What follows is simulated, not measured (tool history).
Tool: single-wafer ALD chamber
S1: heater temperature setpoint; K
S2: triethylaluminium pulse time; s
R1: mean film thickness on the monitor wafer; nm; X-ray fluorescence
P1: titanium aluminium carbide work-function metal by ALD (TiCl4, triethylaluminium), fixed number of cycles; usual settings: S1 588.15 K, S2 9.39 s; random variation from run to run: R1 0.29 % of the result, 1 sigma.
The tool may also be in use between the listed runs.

Run 1, hour 5.3: S1 588.15 K, S2 9.39 s. Result: R1 2.0818 nm.
Run 2, hour 9.8: S1 588.15 K, S2 3.14 s. Result: R1 1.4423 nm.
Run 3, hour 15: S1 588.15 K, S2 9.39 s. Result: R1 2.0836 nm.
Run 4, hour 20.1: S1 588.15 K, S2 9.39 s. Result: R1 2.0895 nm.
Run 5, hour 23.7: S1 570.15 K, S2 13.45 s. Result: R1 1.9786 nm.
Run 6, hour 26.3: S1 576.15 K, S2 9.39 s. Result: R1 1.9897 nm.
Run 7, hour 30: S1 588.15 K, S2 9.39 s. Result: R1 2.0681 nm.
Run 8, hour 33.6: S1 612.15 K, S2 9.39 s. Result: R1 2.3015 nm.
Run 9, hour 38.1: S1 588.15 K, S2 14.64 s. Result: R1 2.1494 nm.
Run 10, hour 43: S1 588.15 K, S2 9.39 s. Result: R1 2.0906 nm.
Run 11, hour 48.5: S1 588.15 K, S2 9.39 s. Result: R1 2.086 nm.
Run 12, hour 51.3: S1 588.15 K, S2 9.39 s. Result: R1 2.0868 nm.
Run 13, hour 56: S1 588.15 K, S2 9.39 s. Result: R1 2.0694 nm.
Run 14, hour 59.9: S1 588.15 K, S2 9.39 s. Result: R1 2.057 nm.
Run 15, hour 63.6: S1 588.15 K, S2 9.39 s. Result: R1 2.0502 nm.
Run 16, hour 66.5: S1 588.15 K, S2 9.39 s. Result: R1 2.0482 nm.

The next listed run, before its measurement:
Run 17, hour 69.8: S1 588.15 K, S2 9.39 s. Result: R1 ?.

{"run 17": {"R1": 2.0483}}

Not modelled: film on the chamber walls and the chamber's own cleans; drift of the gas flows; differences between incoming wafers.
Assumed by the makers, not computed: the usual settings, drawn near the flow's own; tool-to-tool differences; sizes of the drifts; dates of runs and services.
